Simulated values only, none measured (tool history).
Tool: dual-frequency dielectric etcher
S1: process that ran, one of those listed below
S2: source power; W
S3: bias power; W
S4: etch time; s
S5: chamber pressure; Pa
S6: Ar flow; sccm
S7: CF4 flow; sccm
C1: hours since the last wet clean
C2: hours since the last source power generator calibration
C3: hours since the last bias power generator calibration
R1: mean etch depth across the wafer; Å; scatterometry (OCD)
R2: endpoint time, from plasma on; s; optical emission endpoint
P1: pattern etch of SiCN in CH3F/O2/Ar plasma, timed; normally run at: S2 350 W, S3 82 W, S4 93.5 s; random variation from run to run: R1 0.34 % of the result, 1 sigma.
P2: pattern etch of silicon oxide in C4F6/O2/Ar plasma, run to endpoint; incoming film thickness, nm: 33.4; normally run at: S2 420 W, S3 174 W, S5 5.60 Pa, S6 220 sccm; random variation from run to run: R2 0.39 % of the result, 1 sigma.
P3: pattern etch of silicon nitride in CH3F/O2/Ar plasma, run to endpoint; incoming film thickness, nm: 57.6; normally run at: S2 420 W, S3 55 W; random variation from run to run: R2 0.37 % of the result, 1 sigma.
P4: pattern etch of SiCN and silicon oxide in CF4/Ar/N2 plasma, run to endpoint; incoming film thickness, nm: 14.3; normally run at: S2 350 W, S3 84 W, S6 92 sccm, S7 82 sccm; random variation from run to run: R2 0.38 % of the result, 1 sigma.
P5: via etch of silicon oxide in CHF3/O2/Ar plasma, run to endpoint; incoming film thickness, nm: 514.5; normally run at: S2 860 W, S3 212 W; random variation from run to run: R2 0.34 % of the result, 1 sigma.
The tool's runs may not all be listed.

run	hour	S1	S2	S3	S4	S5	S6	S7	C1	C2	C3	R1	R2
1	10.3	P1	350	82	93.5				139.8	260.6	3514.3	358.25	
2	19.5	P2	420	174		5.60	220		149.0	269.8	3523.5		10.623
3	30.4	P5	860	144					159.9	280.7	3534.4		245.260
4	38.5	P3	260	55					168.0	288.8	3542.5		109.980
# hour 39.5: wet clean of the chamber
5	45.0	P3	420	55					5.5	295.3	3549.0		91.131
6	53.8	P5	860	212					14.3	304.1	3557.8		216.020
7	64.1	P4	350	58			92	82	24.6	314.4	3568.1		22.238
8	74.0	P1	350	113	93.5				34.5	324.3	3578.0	405.89	
9	83.3	P1	350	82	119.0				43.8	333.6	3587.3	455.30	
10	90.9	P2	420	174		5.60	130		51.4	341.2	3594.9		10.066
11	96.0	P4	500	84			92	82	56.5	346.3	3600.0		14.361
12	102.1	P1	350	82	53.5				62.6	352.4	3606.1	205.48	
13	112.2	P1	350	63	93.5				72.7	362.5	3616.2	326.45	
14	122.5	P4	350	84			92	54	83.0	372.8	3626.5		20.831
15	133.6	P1	220	82	93.5				94.1	383.9	3637.6	301.24	
16	142.7	P4	350	84			92	82	103.2	393.0	3646.7		19.648
17	148.7	P1	350	82	93.5				109.2	399.0	3652.7	360.74	
18	159.1	P5	660	212					119.6	409.4	3663.1		239.910
19	169.1	P1	430	82	93.5				129.6	419.4	3673.1	384.37	
20	179.9	P1	350	82	93.5				140.4	430.2	3683.9	357.88	
21	188.7	P3	420	69					149.2	439.0	3692.7		85.232
22	198.2	P4	350	84			64	82	158.7	448.5	3702.2		18.905
23	205.9	P2	420	217		5.60	220		166.4	456.2	3709.9		9.897
24	214.1	P2	420	174		3.93	220		174.6	464.4	3718.1		10.205
25	221.4	P2	310	174		5.60	220		181.9	471.7	3725.4		11.959
26	229.8	P1	350	82	93.5				190.3	480.1	3733.8	358.47	
27	236.6	P2	420	174		5.60	220		197.1	486.9	3740.6		10.626
28	246.9	P1	290	107	93.5				207.4	497.2	3750.9	369.02	
29	255.5	P3	420	55					216.0	505.8	3759.5		91.593
30	265.8	P1	350	82	93.5				226.3	516.1	3769.8	359.58	
31	273.0	P1	350	82	93.5				233.5	523.3	3777.0	355.11	
32	281.0	P1	350	82	93.5				241.5	531.3	3785.0	356.23	
33	290.6	P1	350	82	93.5				251.1	540.9	3794.6	353.35	
34	299.0	P1	350	82	93.5				259.5	549.3	3803.0	352.48	
# hour 307.7: wet clean of the chamber
35	308.0	P1	350	82	93.5				0.4	558.3	3812.0	353.53	
36	313.8	P1	350	82	93.5				6.2	564.1	3817.8	353.67	
37	325.2	P1	350	82	93.5				17.6	575.5	3829.2	354.02	
38	334.3	P1	350	82	93.5				26.7	584.6	3838.3	353.56	
39	344.3	P1	350	82	93.5				36.7	594.6	3848.3	352.78	
40	352.8	P1	350	82	93.5				45.2	603.1	3856.8	352.75	

What P1 gives has crept away from where it was. These 2 causes fit the log equally well, each at the size given:
A: bias power that arrives under what is set, % = 4.52
B: source power that arrives under what is set, % = 4.44
The creep began at about hour 265.8.
Why every other cause is out:
chamber walls in a state that lowers the etch rate, %: serviced at hour 307.7, which brought nothing back

4 check runs are offered, each on 2 wafers whose results are averaged, their results left as question marks. Which one tells the causes apart?
check 1	361.3	P3	420	55									?
check 2	361.3	P2	420	174		5.60	220						?
check 3	361.3	P4	350	84			92	82					?
check 4	361.3	P5	860	212									?

What each check would give under each cause:
check	result	if A	if B
check 1	R2	92.539	92.806
check 2	R2	10.780	10.817
check 3	R2	20.019	20.509
check 4	R2	219.470	219.850
How far apart the two closest causes lie, in the result that separates them most: check 1 0.29 %; check 2 0.34 %; check 3 2.42 %; check 4 0.17 %
Only check 3 tells the causes apart: in the others they would give nearly the same result.

Check 3 was then run and gave: R2 20.088 s. Which cause is it?

It is A: bias power that arrives under what is set, %.

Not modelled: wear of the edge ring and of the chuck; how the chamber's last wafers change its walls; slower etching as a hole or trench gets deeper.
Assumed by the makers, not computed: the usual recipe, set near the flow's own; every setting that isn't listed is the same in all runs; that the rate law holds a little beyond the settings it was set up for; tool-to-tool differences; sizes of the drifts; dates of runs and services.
